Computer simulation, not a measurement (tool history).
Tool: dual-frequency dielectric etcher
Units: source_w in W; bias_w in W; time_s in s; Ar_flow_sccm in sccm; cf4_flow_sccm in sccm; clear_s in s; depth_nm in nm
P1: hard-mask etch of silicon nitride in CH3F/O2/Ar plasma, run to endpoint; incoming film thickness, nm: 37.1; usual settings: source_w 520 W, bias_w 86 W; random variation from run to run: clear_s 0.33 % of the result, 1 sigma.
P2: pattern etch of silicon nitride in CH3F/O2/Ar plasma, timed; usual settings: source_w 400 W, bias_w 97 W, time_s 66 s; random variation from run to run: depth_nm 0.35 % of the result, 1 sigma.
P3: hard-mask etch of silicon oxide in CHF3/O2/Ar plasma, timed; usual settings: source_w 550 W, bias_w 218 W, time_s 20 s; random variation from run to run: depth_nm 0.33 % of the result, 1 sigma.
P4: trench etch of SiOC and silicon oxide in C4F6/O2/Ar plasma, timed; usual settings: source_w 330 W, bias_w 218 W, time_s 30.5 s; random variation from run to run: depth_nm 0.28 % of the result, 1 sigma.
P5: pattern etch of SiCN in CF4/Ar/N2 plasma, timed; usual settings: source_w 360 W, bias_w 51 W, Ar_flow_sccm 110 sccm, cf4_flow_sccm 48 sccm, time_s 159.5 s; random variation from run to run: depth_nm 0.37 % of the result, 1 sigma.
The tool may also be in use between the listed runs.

run   hour  process  source_w  bias_w  time_s  Ar_flow_sccm  cf4_flow_sccm  hours since the last wet clean  hours since the last source power generator calibration  hours since the last bias power generator calibration  clear_s  depth_nm
  1    9.2       P1       520      86                                                                105.8                                                   3108.9                                                 2230.7   46.888
  2   14.6       P1       520     111                                                                111.2                                                   3114.3                                                 2236.1   42.815
  3   22.2       P1       520      86                                                                118.8                                                   3121.9                                                 2243.7   46.927
  4   32.8       P1       520      86                                                                129.4                                                   3132.5                                                 2254.3   47.153
  5   44.4       P2       400      69      66                                                          141                                                   3144.1                                                 2265.9             46.232
  6     50       P1       520      86                                                                146.6                                                   3149.7                                                 2271.5   46.676
  7   59.3       P2       400      97    43.5                                                        155.9                                                     3159                                                 2280.8             34.478
  8   71.6       P5       360      51   159.5           110             33                           168.2                                                   3171.3                                                 2293.1             84.551
  9   81.9       P3       550     157      20                                                        178.5                                                   3181.6                                                 2303.4             37.015
 10   93.6       P1       520      86                                                                190.2                                                   3193.3                                                 2315.1   46.776
      94.3  -- wet clean of the chamber
 11   99.2       P1       340      51                                                                    5                                                   3198.9                                                 2320.7   65.481
 12  109.2       P4       330     218    30.5                                                           15                                                   3208.9                                                 2330.7             58.119
 13  115.6       P4       330     218    42.5                                                         21.4                                                   3215.3                                                 2337.1             81.088
 14  121.6       P1       520      58                                                                 27.4                                                   3221.3                                                 2343.1   53.254
 15  132.4       P3       550     218      20                                                         38.2                                                   3232.1                                                 2353.9             41.615
 16  139.5       P5       360      51   159.5           110             48                            45.3                                                   3239.2                                                   2361             91.034
 17  147.4       P4       210     218    30.5                                                         53.2                                                   3247.1                                                 2368.9             48.754
 18  156.7       P5       360      51   221.5           110             48                            62.5                                                   3256.4                                                 2378.2             126.08
 19  162.5       P1       340     106                                                                 68.3                                                   3262.2                                                   2384   51.082
 20  168.2       P4       330     160    30.5                                                           74                                                   3267.9                                                 2389.7             52.698
 21  178.2       P5       360      51   159.5           133             48                              84                                                   3277.9                                                 2399.7             88.173
 22  186.4       P5       360      66   159.5           110             48                            92.2                                                   3286.1                                                 2407.9             100.14
 23  196.7       P5       240      51   159.5           110             48                           102.5                                                   3296.4                                                 2418.2             63.302
 24  202.8       P1       710      86                                                                108.6                                                   3302.5                                                 2424.3   41.779
 25  208.5       P3       760     218      20                                                        114.3                                                   3308.2                                                   2430             46.872
 26  218.5       P3       550     218    14.5                                                        124.3                                                   3318.2                                                   2440             30.068
 27  226.6       P1       380      86                                                                132.4                                                   3326.3                                                 2448.1   52.399
 28  232.8       P3       550     218      20                                                        138.6                                                   3332.5                                                 2454.3             41.644
 29    240       P2       400      97      66                                                        145.8                                                   3339.7                                                 2461.5              52.75

Run 30 comes next. What will it give?
 30  245.9       P2       300      97      66                                                        151.7                                                   3345.6                                                 2467.4                  ?

Run 30 gave depth_nm 46.847 nm.

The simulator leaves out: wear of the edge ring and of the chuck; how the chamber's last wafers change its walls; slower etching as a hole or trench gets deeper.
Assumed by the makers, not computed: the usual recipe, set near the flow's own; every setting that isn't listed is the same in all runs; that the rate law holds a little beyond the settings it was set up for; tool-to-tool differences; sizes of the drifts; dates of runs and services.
